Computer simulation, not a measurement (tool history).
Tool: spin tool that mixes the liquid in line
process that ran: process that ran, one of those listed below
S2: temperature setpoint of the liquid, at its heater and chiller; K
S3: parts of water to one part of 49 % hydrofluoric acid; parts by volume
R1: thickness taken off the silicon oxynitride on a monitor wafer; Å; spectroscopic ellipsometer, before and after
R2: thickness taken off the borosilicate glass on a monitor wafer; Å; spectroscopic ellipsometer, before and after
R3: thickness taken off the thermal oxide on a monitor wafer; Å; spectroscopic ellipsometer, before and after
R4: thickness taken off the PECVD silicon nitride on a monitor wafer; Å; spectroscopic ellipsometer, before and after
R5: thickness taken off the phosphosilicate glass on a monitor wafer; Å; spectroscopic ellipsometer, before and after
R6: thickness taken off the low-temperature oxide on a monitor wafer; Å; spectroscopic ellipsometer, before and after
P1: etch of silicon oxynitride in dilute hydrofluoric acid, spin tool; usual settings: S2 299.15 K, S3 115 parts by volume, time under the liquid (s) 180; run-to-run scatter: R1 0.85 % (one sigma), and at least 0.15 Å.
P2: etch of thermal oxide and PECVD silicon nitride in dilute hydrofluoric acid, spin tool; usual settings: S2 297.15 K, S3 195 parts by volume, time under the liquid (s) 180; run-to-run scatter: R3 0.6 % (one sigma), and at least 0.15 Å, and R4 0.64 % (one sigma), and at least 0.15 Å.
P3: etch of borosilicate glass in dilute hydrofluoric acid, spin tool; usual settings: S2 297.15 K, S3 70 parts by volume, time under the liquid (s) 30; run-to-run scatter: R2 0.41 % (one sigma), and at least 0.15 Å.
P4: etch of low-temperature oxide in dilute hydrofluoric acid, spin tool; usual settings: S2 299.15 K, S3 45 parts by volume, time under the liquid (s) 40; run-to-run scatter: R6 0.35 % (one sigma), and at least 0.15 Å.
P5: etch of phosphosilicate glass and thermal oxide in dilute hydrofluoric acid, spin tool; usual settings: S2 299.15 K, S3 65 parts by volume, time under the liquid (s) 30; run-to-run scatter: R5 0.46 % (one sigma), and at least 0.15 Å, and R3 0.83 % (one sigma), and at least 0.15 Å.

{"run": 1, "hour": 6.4, "process that ran": "P1", "S2": 299.15, "S3": 115, "time under the liquid (s)": 180, "R1": 24.192}
{"run": 2, "hour": 9.9, "process that ran": "P3", "S2": 297.15, "S3": 70, "time under the liquid (s)": 30, "R2": 212.71}
{"run": 3, "hour": 14.8, "process that ran": "P3", "S2": 297.15, "S3": 70, "time under the liquid (s)": 60, "R2": 425.37}
{"run": 4, "hour": 20.8, "process that ran": "P2", "S2": 303.65, "S3": 195, "time under the liquid (s)": 180, "R3": 49.276, "R4": 55.647}
{"run": 5, "hour": 24.9, "process that ran": "P5", "S2": 299.15, "S3": 65, "time under the liquid (s)": 30, "R3": 26.836, "R5": 1066.3}
{"run": 6, "hour": 30.5, "process that ran": "P3", "S2": 297.15, "S3": 105, "time under the liquid (s)": 30, "R2": 134.55}
{"run": 7, "hour": 37.2, "process that ran": "P1", "S2": 299.15, "S3": 115, "time under the liquid (s)": 180, "R1": 24.454}
{"run": 8, "hour": 42.4, "process that ran": "P3", "S2": 293.65, "S3": 70, "time under the liquid (s)": 30, "R2": 184.18}
{"run": 9, "hour": 49.4, "process that ran": "P4", "S2": 299.15, "S3": 45, "time under the liquid (s)": 40, "R6": 143.24}
{"run": 10, "hour": 53.1, "process that ran": "P1", "S2": 299.15, "S3": 35, "time under the liquid (s)": 180, "R1": 86.878}
{"run": 11, "hour": 57.1, "process that ran": "P4", "S2": 299.15, "S3": 30, "time under the liquid (s)": 40, "R6": 219.71}
{"run": 12, "hour": 60.6, "process that ran": "P5", "S2": 299.15, "S3": 105, "time under the liquid (s)": 30, "R3": 15.805, "R5": 627.41}
{"hour": 60.9, "done": "thermometer replaced"}
{"run": 13, "hour": 64.1, "process that ran": "P1", "S2": 299.15, "S3": 115, "time under the liquid (s)": 275, "R1": 37.018}
{"run": 14, "hour": 68.8, "process that ran": "P1", "S2": 299.15, "S3": 185, "time under the liquid (s)": 180, "R1": 14.113}
{"run": 15, "hour": 74.7, "process that ran": "P2", "S2": 297.15, "S3": 195, "time under the liquid (s)": 180, "R3": 38.566, "R4": 37.217}
{"run": 16, "hour": 82.1, "process that ran": "P1", "S2": 305.15, "S3": 115, "time under the liquid (s)": 180, "R1": 31.839}
{"run": 17, "hour": 88.7, "process that ran": "P2", "S2": 297.15, "S3": 195, "time under the liquid (s)": 180, "R3": 38.87, "R4": 37.231}
{"run": 18, "hour": 94.7, "process that ran": "P1", "S2": 299.15, "S3": 115, "time under the liquid (s)": 180, "R1": 24.551}
{"run": 19, "hour": 99.3, "process that ran": "P2", "S2": 297.15, "S3": 195, "time under the liquid (s)": 360, "R3": 77.037, "R4": 74.323}
{"run": 20, "hour": 104.1, "process that ran": "P5", "S2": 291.65, "S3": 65, "time under the liquid (s)": 30, "R3": 19.38, "R5": 777.28}
{"run": 21, "hour": 107.5, "process that ran": "P1", "S2": 299.15, "S3": 115, "time under the liquid (s)": 180, "R1": 24.715}
{"run": 22, "hour": 111.2, "process that ran": "P2", "S2": 297.15, "S3": 295, "time under the liquid (s)": 180, "R3": 23.373, "R4": 24.685}
{"run": 23, "hour": 117.9, "process that ran": "P4", "S2": 290.65, "S3": 45, "time under the liquid (s)": 40, "R6": 99.921}
{"run": 24, "hour": 125.2, "process that ran": "P1", "S2": 292.65, "S3": 115, "time under the liquid (s)": 180, "R1": 18.146}
{"run": 25, "hour": 132.0, "process that ran": "P5", "S2": 299.15, "S3": 65, "time under the liquid (s)": 60, "R3": 53.736, "R5": 2114.8}
{"run": 26, "hour": 137.7, "process that ran": "P4", "S2": 299.15, "S3": 45, "time under the liquid (s)": 80, "R6": 285.91}
{"run": 27, "hour": 144.6, "process that ran": "P1", "S2": 299.15, "S3": 115, "time under the liquid (s)": 50, "R1": 6.5373}
{"run": 28, "hour": 148.6, "process that ran": "P1", "S2": 299.15, "S3": 45, "time under the liquid (s)": 20, "R1": 7.2589}
{"run": 29, "hour": 153.0, "process that ran": "P1", "S2": 299.15, "S3": 115, "time under the liquid (s)": 180, "R1": 24.527}
{"run": 30, "hour": 158.0, "process that ran": "P1", "S2": 299.15, "S3": 115, "time under the liquid (s)": 180, "R1": 24.726}
{"run": 31, "hour": 164.0, "process that ran": "P1", "S2": 299.15, "S3": 115, "time under the liquid (s)": 180, "R1": 23.484}
{"run": 32, "hour": 168.4, "process that ran": "P1", "S2": 299.15, "S3": 115, "time under the liquid (s)": 180, "R1": 23.399}
{"run": 33, "hour": 175.5, "process that ran": "P1", "S2": 299.15, "S3": 115, "time under the liquid (s)": 180, "R1": 22.913}
{"run": 34, "hour": 179.1, "process that ran": "P1", "S2": 299.15, "S3": 115, "time under the liquid (s)": 180, "R1": 22.737}
{"run": 35, "hour": 185.4, "process that ran": "P1", "S2": 299.15, "S3": 115, "time under the liquid (s)": 180, "R1": 22.892}
{"run": 36, "hour": 192.1, "process that ran": "P1", "S2": 299.15, "S3": 115, "time under the liquid (s)": 180, "R1": 22.717}

What P1 gives has crept away from where it was. These 2 causes fit the log equally well, each at the size given:
A: hydrofluoric acid flow below the setpoint (%) = 5.93
B: liquid colder than its thermometer reads (K) = 1.46
The creep began at about hour 158.

4 check runs are offered, each on 3 wafers whose results are averaged, their results left as question marks. Which one tells the causes apart?
{"run": "check 1", "hour": 198.8, "process that ran": "P5", "S2": 294.15, "S3": 65, "time under the liquid (s)": 50, "R3": "?", "R5": "?"}
{"run": "check 2", "hour": 198.8, "process that ran": "P4", "S2": 292.65, "S3": 30, "time under the liquid (s)": 40, "R6": "?"}
{"run": "check 3", "hour": 198.8, "process that ran": "P2", "S2": 297.15, "S3": 195, "time under the liquid (s)": 320, "R3": "?", "R4": "?"}
{"run": "check 4", "hour": 198.8, "process that ran": "P3", "S2": 294.15, "S3": 70, "time under the liquid (s)": 30, "R2": "?"}

What each check would give under each cause:
check=check_1 result=R3 if_A=33.911 if_B=34.076
check=check_1 result=R5 if_A=1353.6 if_B=1360.2
check=check_2 result=R6 if_A=156.01 if_B=155.99
check=check_3 result=R3 if_A=64.065 if_B=65.342
check=check_3 result=R4 if_A=62.212 if_B=60.215
check=check_4 result=R2 if_A=175.46 if_B=176.4
How far apart the two closest causes lie, in the result that separates them most: check 1 0.49 %; check 2 0.02 %; check 3 3.26 %; check 4 0.53 %
Only check 3 tells the causes apart: in the others they would give nearly the same result.

Then check 3 was run and gave: R3 65.669 Å; R4 60.267 Å. Which cause is it?

It is B: liquid colder than its thermometer reads (K).
